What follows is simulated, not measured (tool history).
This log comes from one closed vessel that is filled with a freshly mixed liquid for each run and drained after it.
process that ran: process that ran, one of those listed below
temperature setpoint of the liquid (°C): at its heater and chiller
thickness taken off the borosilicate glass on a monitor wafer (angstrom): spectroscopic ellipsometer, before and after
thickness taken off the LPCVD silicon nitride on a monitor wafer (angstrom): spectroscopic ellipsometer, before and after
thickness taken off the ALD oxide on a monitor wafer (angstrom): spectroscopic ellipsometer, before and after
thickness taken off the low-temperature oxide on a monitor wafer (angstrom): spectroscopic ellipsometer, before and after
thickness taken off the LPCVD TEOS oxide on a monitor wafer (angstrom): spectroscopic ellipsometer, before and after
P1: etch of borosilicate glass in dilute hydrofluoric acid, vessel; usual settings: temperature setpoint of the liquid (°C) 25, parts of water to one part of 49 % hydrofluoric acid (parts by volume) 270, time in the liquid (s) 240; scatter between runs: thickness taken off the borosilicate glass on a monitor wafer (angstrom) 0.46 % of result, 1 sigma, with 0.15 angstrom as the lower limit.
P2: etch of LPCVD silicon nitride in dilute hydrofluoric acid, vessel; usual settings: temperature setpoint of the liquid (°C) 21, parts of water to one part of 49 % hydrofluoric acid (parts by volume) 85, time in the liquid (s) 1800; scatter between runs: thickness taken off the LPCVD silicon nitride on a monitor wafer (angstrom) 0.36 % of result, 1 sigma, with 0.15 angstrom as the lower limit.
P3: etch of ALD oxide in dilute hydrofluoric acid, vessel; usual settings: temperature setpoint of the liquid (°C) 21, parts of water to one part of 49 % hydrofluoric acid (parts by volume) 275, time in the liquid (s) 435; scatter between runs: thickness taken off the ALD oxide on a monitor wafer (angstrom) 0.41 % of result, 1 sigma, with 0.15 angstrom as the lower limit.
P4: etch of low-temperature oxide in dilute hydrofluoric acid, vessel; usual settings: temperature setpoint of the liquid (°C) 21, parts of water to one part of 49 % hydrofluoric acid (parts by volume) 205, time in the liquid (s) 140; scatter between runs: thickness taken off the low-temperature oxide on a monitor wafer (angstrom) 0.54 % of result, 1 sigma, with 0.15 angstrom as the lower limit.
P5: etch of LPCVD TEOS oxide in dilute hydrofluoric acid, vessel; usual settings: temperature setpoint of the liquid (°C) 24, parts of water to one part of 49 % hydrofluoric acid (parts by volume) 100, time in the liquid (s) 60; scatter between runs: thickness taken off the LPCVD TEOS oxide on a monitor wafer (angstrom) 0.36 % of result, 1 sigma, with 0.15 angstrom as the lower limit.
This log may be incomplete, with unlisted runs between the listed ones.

| run | hour | process that ran | temperature setpoint of the liquid (°C) | parts of water to one part of 49 % hydrofluoric acid (parts by volume) | time in the liquid (s) | thickness taken off the borosilicate glass on a monitor wafer (angstrom) | thickness taken off the LPCVD silicon nitride on a monitor wafer (angstrom) | thickness taken off the ALD oxide on a monitor wafer (angstrom) | thickness taken off the low-temperature oxide on a monitor wafer (angstrom) | thickness taken off the LPCVD TEOS oxide on a monitor wafer (angstrom) |
|---|---|---|---|---|---|---|---|---|---|---|
| 1 | 6.8 | P1 | 25 | 270 | 240 | 252.66 |  |  |  |  |
| 2 | 19.3 | P2 | 21 | 20 | 1800 |  | 331.25 |  |  |  |
| 3 | 28.2 | P1 | 25 | 270 | 485 | 507.63 |  |  |  |  |
| 4 | 36.2 | P3 | 21 | 275 | 55 |  |  | 23.683 |  |  |
| 5 | 45.4 | P4 | 17 | 205 | 140 |  |  |  | 160.34 |  |
| 6 | 58.4 | P5 | 30 | 100 | 60 |  |  |  |  | 425.96 |
| 7 | 71.6 | P2 | 21 | 85 | 2925 |  | 131.58 |  |  |  |
| 8 | 83.5 | P1 | 25 | 270 | 240 | 254.96 |  |  |  |  |
| 9 | 94 | P1 | 29.5 | 270 | 240 | 296.03 |  |  |  |  |
| 10 | 106.7 | P5 | 24 | 165 | 60 |  |  |  |  | 190.83 |
| 11 | 114.6 | P3 | 21 | 275 | 435 |  |  | 186.75 |  |  |
| 12 | 122.1 | P2 | 21 | 85 | 1800 |  | 81.173 |  |  |  |
| 13 | 129.2 | P1 | 25 | 270 | 240 | 250.34 |  |  |  |  |
| 14 | 139.6 | P1 | 25 | 270 | 30 | 31.52 |  |  |  |  |
| 15 | 153.2 | P4 | 21 | 205 | 140 |  |  |  | 188.71 |  |
| 16 | 166.1 | P5 | 24 | 100 | 30 |  |  |  |  | 169.22 |
| 17 | 176.7 | P1 | 30 | 270 | 35 | 43.418 |  |  |  |  |
| 18 | 189 | P1 | 25 | 455 | 240 | 126.17 |  |  |  |  |
| 19 | 199.3 | P5 | 24 | 100 | 60 |  |  |  |  | 339.42 |
| 20 | 207.9 | P5 | 24 | 100 | 60 |  |  |  |  | 338.69 |
| 21 | 216.2 | P3 | 21 | 85 | 435 |  |  | 742.83 |  |  |
| 22 | 225.1 | P3 | 21 | 275 | 435 |  |  | 187.61 |  |  |
| 23 | 235.3 | P1 | 18.5 | 270 | 240 | 199.41 |  |  |  |  |
| 24 | 245.2 | P4 | 21 | 50 | 140 |  |  |  | 915.16 |  |
| 25 | 255.1 | P1 | 25 | 270 | 240 | 251.7 |  |  |  |  |
| 26 | 268.1 | P2 | 17 | 85 | 1800 |  | 61.739 |  |  |  |
| 27 | 279.8 | P3 | 17 | 275 | 435 |  |  | 162.34 |  |  |
| 28 | 292.7 | P1 | 25 | 50 | 240 | 1776.9 |  |  |  |  |
| 29 | 300 | P4 | 21 | 205 | 30 |  |  |  | 39.841 |  |
| 30 | 309.8 | P1 | 25 | 270 | 240 | 253.79 |  |  |  |  |
| 31 | 321.8 | P1 | 25 | 270 | 240 | 251.79 |  |  |  |  |
| 32 | 333.3 | P1 | 25 | 270 | 240 | 246.65 |  |  |  |  |
| 33 | 342.3 | P1 | 25 | 270 | 240 | 241.45 |  |  |  |  |
| 34 | 352.6 | P1 | 25 | 270 | 240 | 239.14 |  |  |  |  |
| 35 | 362.7 | P1 | 25 | 270 | 240 | 239.28 |  |  |  |  |
| 36 | 375.3 | P1 | 25 | 270 | 240 | 236.76 |  |  |  |  |
| 37 | 385.9 | P1 | 25 | 270 | 240 | 239.7 |  |  |  |  |
| 38 | 398.6 | P1 | 25 | 270 | 240 | 237.38 |  |  |  |  |

Something has made what P1 gives creep away from where it was; the 2 causes below, each at its own stated size, fit the log equally well:
A: hydrofluoric acid flow below the setpoint (%) = 4.63
B: liquid colder than its thermometer reads (K) = 1.72
The process output started creeping at around hour 321.8.

Below are 4 check runs, each on a single wafer, with their results shown as question marks. Which of them would tell the listed causes apart, meaning the causes would give clearly different results under it?
| check 1 | 411.3 | P2 | 21 | 25 | 1800 |  | ? |  |  |  |
| check 2 | 411.3 | P3 | 17 | 275 | 435 |  |  | ? |  |  |
| check 3 | 411.3 | P5 | 27 | 155 | 60 |  |  |  |  | ? |
| check 4 | 411.3 | P4 | 17 | 205 | 30 |  |  |  | ? |  |

If the cause were each of the candidates in turn, the checks would give the following:
| check | result | if A | if B |
|---|---|---|---|
| check 1 | thickness taken off the LPCVD silicon nitride on a monitor wafer (angstrom) | 253.93 | 235.47 |
| check 2 | thickness taken off the ALD oxide on a monitor wafer (angstrom) | 152.32 | 151.12 |
| check 3 | thickness taken off the LPCVD TEOS oxide on a monitor wafer (angstrom) | 217.67 | 216.02 |
| check 4 | thickness taken off the low-temperature oxide on a monitor wafer (angstrom) | 32.61 | 32.2 |
Per-check spread between the two closest causes, in the result where they differ most: check 1 7.55 %; check 2 0.79 %; check 3 0.76 %; check 4 1.26 %
Only check 1 tells the causes apart: in the others they would give nearly the same result.

Check 1 was then run and gave: thickness taken off the LPCVD silicon nitride on a monitor wafer (angstrom) 233.98. Which cause is it?

It is B: liquid colder than its thermometer reads (K).

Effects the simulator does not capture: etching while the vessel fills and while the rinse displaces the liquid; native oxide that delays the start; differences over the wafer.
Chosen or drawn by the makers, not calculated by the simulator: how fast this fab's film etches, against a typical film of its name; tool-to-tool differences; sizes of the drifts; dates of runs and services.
